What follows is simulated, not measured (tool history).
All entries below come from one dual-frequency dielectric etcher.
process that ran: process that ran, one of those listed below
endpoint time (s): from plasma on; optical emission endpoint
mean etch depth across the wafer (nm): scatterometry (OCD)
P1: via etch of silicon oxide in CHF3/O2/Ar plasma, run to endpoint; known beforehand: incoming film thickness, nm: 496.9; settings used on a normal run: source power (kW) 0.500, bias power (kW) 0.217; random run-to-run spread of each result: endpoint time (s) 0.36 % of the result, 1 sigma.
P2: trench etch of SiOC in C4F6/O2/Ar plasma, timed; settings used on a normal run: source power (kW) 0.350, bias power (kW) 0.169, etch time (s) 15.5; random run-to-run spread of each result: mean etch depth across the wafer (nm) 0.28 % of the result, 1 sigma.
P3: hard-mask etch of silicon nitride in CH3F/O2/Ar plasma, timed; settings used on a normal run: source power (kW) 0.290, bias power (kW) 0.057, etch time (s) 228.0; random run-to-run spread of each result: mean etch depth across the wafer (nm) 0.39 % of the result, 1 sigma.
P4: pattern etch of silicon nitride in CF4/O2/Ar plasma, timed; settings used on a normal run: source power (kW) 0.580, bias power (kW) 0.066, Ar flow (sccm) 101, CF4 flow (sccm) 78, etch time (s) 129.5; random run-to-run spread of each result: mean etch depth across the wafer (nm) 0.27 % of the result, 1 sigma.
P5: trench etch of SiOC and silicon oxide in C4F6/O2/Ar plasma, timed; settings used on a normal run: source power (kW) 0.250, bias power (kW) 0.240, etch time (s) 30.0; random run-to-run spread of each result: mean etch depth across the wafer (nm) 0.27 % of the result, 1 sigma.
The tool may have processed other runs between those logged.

run   hour  process that ran  source power (kW)  bias power (kW)  etch time (s)  Ar flow (sccm)  CF4 flow (sccm)  endpoint time (s)  mean etch depth across the wafer (nm)
  1    7.3                P1              0.500            0.217                                                             252.34
  2   18.1                P1              0.500            0.217                                                             253.04
  3   26.1                P5              0.250            0.240           43.5                                                                                     82.362
  4   35.6                P5              0.320            0.240           30.0                                                                                     62.366
  5   46.6                P1              0.640            0.171                                                             251.12
  6   58.2                P2              0.350            0.169           15.5                                                                                     29.850
  7   66.8                P5              0.250            0.166           30.0                                                                                     50.133
  8   73.1                P5              0.250            0.240           30.0                                                                                     56.765
  9   82.2                P1              0.630            0.177                                                             248.33
 10   89.8                P1              0.500            0.217                                                             253.69
 11  100.7                P3              0.290            0.077          228.0                                                                                    147.580
 12  112.5                P1              0.610            0.217                                                             235.98
 13  123.9                P1              0.500            0.130                                                             300.63
 14  136.3                P4              0.580            0.066           71.0             101               78                                                   164.100
 15  145.8                P2              0.350            0.110           15.5                                                                                     26.252
 16  155.7                P1              0.500            0.217                                                             253.52
 17  167.4                P4              0.580            0.066          129.5             119               78                                                   293.460
 18  174.5                P3              0.360            0.057          228.0                                                                                    144.590
 19  187.0                P3              0.290            0.057          228.0                                                                                    132.200
 20  196.3                P4              0.450            0.066          129.5             101               78                                                   240.040
 21  203.8                P1              0.500            0.217                                                             253.94
 22  211.7                P2              0.250            0.169           15.5                                                                                     26.157
 23  223.5                P3              0.290            0.057          228.0                                                                                    133.680
 24  234.1                P2              0.350            0.169           23.0                                                                                     44.191
 25  245.4                P4              0.580            0.045          129.5             101               78                                                   257.390
 26  254.1                P4              0.580            0.066          129.5             101               78                                                   298.400
 27  266.6                P1              0.500            0.275                                                             233.09
 28  274.0                P4              0.580            0.066          129.5             101               78                                                   299.050
 29  280.2                P4              0.580            0.066          129.5             101              107                                                   310.510
 30  286.3                P3              0.290            0.057          335.5                                                                                    195.090
 31  294.8                P1              0.500            0.217                                                             254.01
 32  304.7                P5              0.250            0.240           30.0                                                                                     56.939
 33  317.3                P1              0.390            0.134                                                             327.78
 34  327.7                P2              0.350            0.169           15.5                                                                                     29.681
 35  335.3                P1              0.350            0.217                                                             289.82
 36  343.4                P1              0.500            0.217                                                             254.05
 37  355.5                P1              0.500            0.217                                                             255.17
 38  365.6                P1              0.500            0.217                                                             255.42
     373.1  -- wet clean of the chamber
 39  375.4                P1              0.500            0.217                                                             256.42
 40  382.2                P1              0.500            0.217                                                             258.30
 41  393.3                P1              0.500            0.217                                                             257.17
 42  399.6                P1              0.500            0.217                                                             256.59
 43  411.4                P1              0.500            0.217                                                             257.06
 44  423.6                P1              0.500            0.217                                                             257.63

P1 has crept away from where it was. The log is fitted equally well by each of these 2 causes, at the sizes shown:
A: bias power that arrives under what is set, % = 4.94
B: source power that arrives under what is set, % = 4.61
Onset of the creep was near hour 343.4.
Excluded causes, each with its reason:
chamber walls in a state that lowers the etch rate, %: serviced at hour 373.1, which brought nothing back

Each of the 4 check runs below uses one wafer; its results are left as question marks. Which run tells the causes apart?
check 1  435.8                P3              0.290            0.057          290.5                                                                                          ?
check 2  435.8                P2              0.300            0.169           20.0                                                                                          ?
check 3  435.8                P5              0.300            0.182           30.0                                                                                          ?
check 4  435.8                P4              0.480            0.066          129.5             101               78                                                         ?

How each check would come out, cause by cause:
  check                                 result     if A     if B
check 1  mean etch depth across the wafer (nm)  167.020  166.810
check 2  mean etch depth across the wafer (nm)   35.674   35.594
check 3  mean etch depth across the wafer (nm)   54.564   54.460
check 4  mean etch depth across the wafer (nm)  248.930  243.980
Minimum pairwise separation of causes per check, each pair taken at its best-separating result: check 1 0.12 %; check 2 0.22 %; check 3 0.19 %; check 4 2.01 %
Only in check 4 would the causes give clearly different results; in the remaining checks their results would be nearly the same.

Then check 4 was run and gave: mean etch depth across the wafer (nm) 243.650. Which cause is it?

The cause is B: source power that arrives under what is set, %.

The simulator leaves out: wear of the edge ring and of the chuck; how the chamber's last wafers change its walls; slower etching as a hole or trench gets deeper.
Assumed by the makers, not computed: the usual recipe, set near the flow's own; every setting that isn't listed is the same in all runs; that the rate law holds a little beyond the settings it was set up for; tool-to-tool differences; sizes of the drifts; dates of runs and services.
